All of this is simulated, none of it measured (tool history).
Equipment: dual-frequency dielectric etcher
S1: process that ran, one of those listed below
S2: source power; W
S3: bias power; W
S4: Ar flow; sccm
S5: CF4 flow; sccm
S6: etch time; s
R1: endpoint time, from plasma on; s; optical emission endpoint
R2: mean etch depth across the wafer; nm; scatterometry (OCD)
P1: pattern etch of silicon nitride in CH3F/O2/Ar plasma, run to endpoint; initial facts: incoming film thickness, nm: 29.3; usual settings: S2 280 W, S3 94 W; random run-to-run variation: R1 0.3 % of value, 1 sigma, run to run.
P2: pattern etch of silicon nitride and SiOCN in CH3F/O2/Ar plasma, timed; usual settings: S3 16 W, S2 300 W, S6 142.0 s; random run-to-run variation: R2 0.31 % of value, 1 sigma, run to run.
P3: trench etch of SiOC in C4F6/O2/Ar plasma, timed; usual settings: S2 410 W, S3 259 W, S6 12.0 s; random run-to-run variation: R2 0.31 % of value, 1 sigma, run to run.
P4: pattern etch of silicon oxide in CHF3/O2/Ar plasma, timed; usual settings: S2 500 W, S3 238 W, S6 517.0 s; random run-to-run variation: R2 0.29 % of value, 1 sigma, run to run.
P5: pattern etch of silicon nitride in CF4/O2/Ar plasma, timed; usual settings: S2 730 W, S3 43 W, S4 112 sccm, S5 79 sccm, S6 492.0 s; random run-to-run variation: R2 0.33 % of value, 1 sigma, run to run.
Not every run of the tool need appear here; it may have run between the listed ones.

run	hour	S1	S2	S3	S4	S5	S6	R1	R2
1	14.8	P1	280	94				44.352	
2	31.0	P5	960	43	112	79	492.0		1519.800
3	39.0	P5	730	43	112	79	492.0		1192.400
4	48.3	P1	350	79				43.268	
5	57.4	P4	680	238			517.0		1228.300
6	74.8	P4	500	238			396.0		835.500
7	82.8	P3	410	259			12.0		28.100
8	93.5	P2	230	16			142.0		13.717
9	105.6	P1	360	94				40.315	
10	120.1	P4	500	238			517.0		1088.300
11	129.7	P5	730	43	112	97	492.0		1234.400
12	146.2	P1	280	94				44.274	
13	159.9	P2	300	16			100.0		10.561
14	171.0	P4	500	172			517.0		979.630
15	188.4	P5	730	43	112	79	723.5		1752.700
16	198.3	P3	410	259			14.5		33.952
17	207.0	P1	280	73				48.409	
18	223.0	P1	280	94				43.938	
19	233.8	P5	730	43	112	79	492.0		1198.400
20	242.0	P1	280	94				44.073	
21	251.5	P5	730	43	139	79	492.0		1154.000
22	261.2	P1	280	94				44.585	
# hour 269.5: bias power generator calibrated
23	277.3	P3	270	259			12.0		23.890
24	292.3	P2	300	12			142.0		13.322
25	301.1	P1	170	125				47.575	
26	314.4	P1	280	115				41.130	
27	328.8	P3	410	259			12.0		28.130
28	337.2	P1	280	94				44.570	
29	350.6	P1	280	94				44.346	
30	359.6	P4	500	238			517.0		1087.500
31	371.4	P2	300	16			142.0		15.053
32	384.9	P1	180	94				52.195	
33	401.7	P3	410	155			12.0		23.754
34	417.5	P5	730	26	112	79	492.0		1003.900
35	428.4	P1	280	94				44.542	
36	440.5	P1	280	94				44.328	
37	455.4	P1	280	94				44.722	
38	471.1	P1	280	94				44.778	
39	488.0	P1	280	94				44.696	
40	496.5	P1	280	94				44.714	
# hour 500.8: wet clean of the chamber
41	511.6	P1	280	94				44.872	
42	526.6	P1	280	94				44.835	
43	535.7	P1	280	94				44.913	

The log shows P1 creeping away from where it was. Any of the 2 causes listed here, at the size stated for it, fits the log just as well as the others:
A: source power that arrives under what is set, % = 4.01
B: bias power that arrives under what is set, % = 4.02
The drift started at roughly hour 428.4.
All other causes, with the reason each is excluded:
chamber walls in a state that lowers the etch rate, %: serviced at hour 500.8, after the drift had started, without restoring the earlier output

You are offered 4 check runs, listed below with question marks in place of their results; each one averages 2 wafers. Which run separates the listed causes by giving clearly different results for each?
check 1	544.8	P4	500	238			517.0		?
check 2	544.8	P2	300	16			142.0		?
check 3	544.8	P5	730	43	112	79	492.0		?
check 4	544.8	P3	410	259			12.0		?

How each check would come out, cause by cause:
check	result	if A	if B
check 1	R2	1073.400	1074.200
check 2	R2	14.852	14.810
check 3	R2	1154.500	1178.600
check 4	R2	27.659	27.706
Distance between the nearest two causes, measured in the result of the check that separates them most: check 1 0.07 %; check 2 0.28 %; check 3 2.06 %; check 4 0.17 %
Check 3 is the one run that separates the causes; every other check would come out nearly the same whichever cause is at work.

Check 3 was then run and gave: R2 1158.300 nm. Which cause is it?

The cause is A: source power that arrives under what is set, %.
